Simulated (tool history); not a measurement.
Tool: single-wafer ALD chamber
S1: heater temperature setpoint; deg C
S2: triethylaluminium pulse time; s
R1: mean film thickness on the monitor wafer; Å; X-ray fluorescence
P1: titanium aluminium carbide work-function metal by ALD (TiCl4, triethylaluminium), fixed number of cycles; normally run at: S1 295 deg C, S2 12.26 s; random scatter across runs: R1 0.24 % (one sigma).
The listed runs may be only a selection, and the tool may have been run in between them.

run,day,S1,S2,R1
1,0.679,295,12.26,19.517
2,1.079,295,12.26,19.591
3,1.450,319,12.26,21.658
4,1.783,295,12.26,19.572
5,2.383,295,15.86,19.775
6,3.062,272,19.96,17.840
# day 3.238: thermocouple changed; heater temperature recalibrated
7,3.483,295,12.26,19.534
8,4.025,295,12.26,19.635
9,4.583,295,4.74,15.968
# day 4.838: triethylaluminium bottle replaced
10,5.025,274,12.26,17.749
11,5.717,307,5.25,17.454
12,6.221,295,12.26,19.603
13,6.629,295,12.26,19.514
14,7.192,295,12.26,19.418
15,7.704,295,12.26,19.349
16,8.038,295,12.26,19.350
17,8.425,295,12.26,19.361
18,9.079,295,12.26,19.375
19,9.762,295,12.26,19.280
20,10.425,295,12.26,19.299
21,11.033,295,12.26,19.299
22,11.429,295,12.26,19.228
23,12.000,295,12.26,19.304

What P1 gives has crept off from where it sat before. The 2 causes that follow fit the log equally well, each at the size noted:
A: triethylaluminium dose below that of a fresh bottle (%) = 16.8
B: wafer temperature below the value expected at the setpoint (K) = 3.45
The drift started at roughly day 6.221.

Question marks stand in for the results of the 4 check runs listed below, each run on one wafer. Under which run would the listed causes show clearly different results?
check 1,12.571,278,12.26,?
check 2,12.571,312,12.26,?
check 3,12.571,295,5.29,?
check 4,12.571,305,12.26,?

Predicted outcomes, by check and by cause:
check,result,if A,if B
check 1,R1,17.829,17.814
check 2,R1,20.724,20.744
check 3,R1,15.502,16.398
check 4,R1,20.121,20.134
Smallest distance between any two causes, each pair judged by its most separating result, in per cent: check 1 0.09 %; check 2 0.1 %; check 3 5.61 %; check 4 0.06 %
Check 3 is the one run that separates the causes; every other check would come out nearly the same whichever cause is at work.

With check 3 done, the readings were: R1 15.538 Å. Identify which of the listed causes applies.

It is A: triethylaluminium dose below that of a fresh bottle (%).

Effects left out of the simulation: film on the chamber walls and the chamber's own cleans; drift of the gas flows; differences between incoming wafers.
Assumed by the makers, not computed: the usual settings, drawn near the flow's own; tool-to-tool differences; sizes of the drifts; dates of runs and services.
